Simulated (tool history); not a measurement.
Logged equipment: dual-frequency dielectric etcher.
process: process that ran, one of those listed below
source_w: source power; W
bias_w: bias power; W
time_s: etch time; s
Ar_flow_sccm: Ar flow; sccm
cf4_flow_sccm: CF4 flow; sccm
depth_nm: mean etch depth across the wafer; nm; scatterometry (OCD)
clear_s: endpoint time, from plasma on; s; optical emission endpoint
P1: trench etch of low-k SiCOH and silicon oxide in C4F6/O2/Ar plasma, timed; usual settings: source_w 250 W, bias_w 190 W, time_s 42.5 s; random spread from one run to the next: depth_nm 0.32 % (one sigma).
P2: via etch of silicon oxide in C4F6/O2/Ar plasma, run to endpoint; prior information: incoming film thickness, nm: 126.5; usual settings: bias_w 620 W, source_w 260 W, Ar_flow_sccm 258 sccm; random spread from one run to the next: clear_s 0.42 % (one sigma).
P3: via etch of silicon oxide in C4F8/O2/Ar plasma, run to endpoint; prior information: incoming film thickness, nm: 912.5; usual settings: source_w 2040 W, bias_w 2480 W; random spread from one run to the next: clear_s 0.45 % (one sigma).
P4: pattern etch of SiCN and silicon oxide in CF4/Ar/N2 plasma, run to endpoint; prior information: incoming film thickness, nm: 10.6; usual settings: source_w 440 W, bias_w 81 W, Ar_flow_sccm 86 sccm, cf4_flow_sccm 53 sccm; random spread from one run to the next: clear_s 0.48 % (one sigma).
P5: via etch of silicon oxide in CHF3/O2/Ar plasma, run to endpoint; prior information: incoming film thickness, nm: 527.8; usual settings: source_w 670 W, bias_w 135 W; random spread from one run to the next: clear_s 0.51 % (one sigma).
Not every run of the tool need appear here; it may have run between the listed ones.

Run 1, hour 9.6: process P1, source_w 250 W, bias_w 190 W, time_s 42.5 s. Result: depth_nm 116.92 nm.
Run 2, hour 17.1: process P1, source_w 250 W, bias_w 190 W, time_s 42.5 s. Result: depth_nm 116.67 nm.
Run 3, hour 27.9: process P3, source_w 2040 W, bias_w 2480 W. Result: clear_s 164.74 s.
Run 4, hour 35.8: process P4, source_w 440 W, bias_w 81 W, Ar_flow_sccm 105 sccm, cf4_flow_sccm 53 sccm. Result: clear_s 12.316 s.
Run 5, hour 47.7: process P5, source_w 670 W, bias_w 135 W. Result: clear_s 279.13 s.
Run 6, hour 56.9: process P2, source_w 350 W, bias_w 620 W, Ar_flow_sccm 258 sccm. Result: clear_s 26.017 s.
Run 7, hour 71.3: process P1, source_w 250 W, bias_w 190 W, time_s 26.5 s. Result: depth_nm 73.05 nm.
Run 8, hour 82.2: process P1, source_w 320 W, bias_w 190 W, time_s 42.5 s. Result: depth_nm 128.26 nm.
Run 9, hour 90: process P1, source_w 250 W, bias_w 190 W, time_s 52.5 s. Result: depth_nm 144.67 nm.
Run 10, hour 101.6: process P1, source_w 180 W, bias_w 231 W, time_s 42.5 s. Result: depth_nm 109.71 nm.
Run 11, hour 110.9: process P2, source_w 260 W, bias_w 839 W, Ar_flow_sccm 258 sccm. Result: clear_s 25.822 s.
Run 12, hour 122.2: process P1, source_w 190 W, bias_w 190 W, time_s 42.5 s. Result: depth_nm 105.87 nm.
Run 13, hour 129.2: process P3, source_w 2040 W, bias_w 2480 W. Result: clear_s 164.4 s.
Run 14, hour 136.1: process P1, source_w 250 W, bias_w 190 W, time_s 42.5 s. Result: depth_nm 116.76 nm.
Run 15, hour 144.2: process P5, source_w 670 W, bias_w 79 W. Result: clear_s 325.35 s.
Run 16, hour 151.7: process P2, source_w 260 W, bias_w 620 W, Ar_flow_sccm 157 sccm. Result: clear_s 27.632 s.
Run 17, hour 163.8: process P5, source_w 670 W, bias_w 135 W. Result: clear_s 280.83 s.
Run 18, hour 177.4: process P1, source_w 250 W, bias_w 190 W, time_s 42.5 s. Result: depth_nm 116.32 nm.
Run 19, hour 190.6: process P1, source_w 250 W, bias_w 128 W, time_s 62.5 s. Result: depth_nm 151.84 nm.
Run 20, hour 200.9: process P1, source_w 250 W, bias_w 261 W, time_s 42.5 s. Result: depth_nm 130.35 nm.
Run 21, hour 215.7: process P4, source_w 440 W, bias_w 51 W, Ar_flow_sccm 86 sccm, cf4_flow_sccm 53 sccm. Result: clear_s 13.897 s.
Run 22, hour 226.5: process P5, source_w 940 W, bias_w 135 W. Result: clear_s 246.33 s.
Run 23, hour 237.7: process P4, source_w 440 W, bias_w 81 W, Ar_flow_sccm 86 sccm, cf4_flow_sccm 53 sccm. Result: clear_s 11.992 s.
Run 24, hour 248.3: process P4, source_w 440 W, bias_w 81 W, Ar_flow_sccm 86 sccm, cf4_flow_sccm 64 sccm. Result: clear_s 11.606 s.
Run 25, hour 258.6: process P2, source_w 260 W, bias_w 620 W, Ar_flow_sccm 258 sccm. Result: clear_s 28.998 s.
Run 26, hour 269.6: process P3, source_w 2040 W, bias_w 3281 W. Result: clear_s 149.46 s.
Run 27, hour 279.4: process P1, source_w 250 W, bias_w 190 W, time_s 42.5 s. Result: depth_nm 117.31 nm.
Run 28, hour 288.8: process P4, source_w 290 W, bias_w 81 W, Ar_flow_sccm 86 sccm, cf4_flow_sccm 53 sccm. Result: clear_s 17.294 s.
Run 29, hour 296.7: process P1, source_w 250 W, bias_w 190 W, time_s 42.5 s. Result: depth_nm 116.79 nm.
Run 30, hour 305.1: process P4, source_w 440 W, bias_w 81 W, Ar_flow_sccm 86 sccm, cf4_flow_sccm 53 sccm. Result: clear_s 12.019 s.
Run 31, hour 319.3: process P3, source_w 1210 W, bias_w 2480 W. Result: clear_s 200.19 s.
Run 32, hour 334.8: process P1, source_w 250 W, bias_w 115 W, time_s 42.5 s. Result: depth_nm 99.371 nm.
Run 33, hour 346.6: process P1, source_w 250 W, bias_w 190 W, time_s 42.5 s. Result: depth_nm 116.57 nm.
Run 34, hour 356.8: process P1, source_w 250 W, bias_w 190 W, time_s 42.5 s. Result: depth_nm 116.85 nm.
Run 35, hour 368.1: process P1, source_w 250 W, bias_w 190 W, time_s 42.5 s. Result: depth_nm 115.46 nm.
Run 36, hour 376.3: process P1, source_w 250 W, bias_w 190 W, time_s 42.5 s. Result: depth_nm 115.79 nm.
Run 37, hour 390.7: process P1, source_w 250 W, bias_w 190 W, time_s 42.5 s. Result: depth_nm 115.75 nm.
Run 38, hour 402.5: process P1, source_w 250 W, bias_w 190 W, time_s 42.5 s. Result: depth_nm 114.91 nm.
At hour 406.8: wet clean of the chamber.
Run 39, hour 413.3: process P1, source_w 250 W, bias_w 190 W, time_s 42.5 s. Result: depth_nm 115.06 nm.
Run 40, hour 429.2: process P1, source_w 250 W, bias_w 190 W, time_s 42.5 s. Result: depth_nm 114.93 nm.
Run 41, hour 437.1: process P1, source_w 250 W, bias_w 190 W, time_s 42.5 s. Result: depth_nm 115.38 nm.
Run 42, hour 450.3: process P1, source_w 250 W, bias_w 190 W, time_s 42.5 s. Result: depth_nm 114.75 nm.
Run 43, hour 465.2: process P1, source_w 250 W, bias_w 190 W, time_s 42.5 s. Result: depth_nm 115.2 nm.
Run 44, hour 474.3: process P1, source_w 250 W, bias_w 190 W, time_s 42.5 s. Result: depth_nm 114.07 nm.

P1 no longer gives what it gave before; its output has crept away from where it was. The following 2 causes, each at its listed size, fit the log equally well:
A: source power that arrives under what is set, % = 4.14
B: bias power that arrives under what is set, % = 4.82
At approximately hour 346.6, the process output began to creep.
All other causes, with the reason each is excluded:
chamber walls in a state that lowers the etch rate, %: maintenance at hour 406.8, after the shift began, did not return the process to its former output

You are offered 4 check runs, listed below with question marks in place of their results; each one averages 3 wafers. Which run separates the listed causes by giving clearly different results for each?
Run check 1, hour 483.4: process P4, source_w 440 W, bias_w 53 W, Ar_flow_sccm 86 sccm, cf4_flow_sccm 53 sccm. Result: clear_s ?.
Run check 2, hour 483.4: process P5, source_w 890 W, bias_w 135 W. Result: clear_s ?.
Run check 3, hour 483.4: process P3, source_w 1350 W, bias_w 2480 W. Result: clear_s ?.
Run check 4, hour 483.4: process P2, source_w 260 W, bias_w 620 W, Ar_flow_sccm 181 sccm. Result: clear_s ?.

Outcome of each check run for each possible cause:
  check   result    if A    if B
check 1  clear_s  14.327  14.019
check 2  clear_s   254.2   253.8
check 3  clear_s   195.7  195.43
check 4  clear_s   28.37  28.483
Smallest distance between any two causes, each pair judged by its most separating result, in per cent: check 1 2.17 %; check 2 0.16 %; check 3 0.14 %; check 4 0.4 %
Only check 1 tells the causes apart: in the others they would give nearly the same result.

Check 1 has now been run. It gave: clear_s 14.339 s. Which of the candidate causes is it?

A is the cause: source power that arrives under what is set, %.
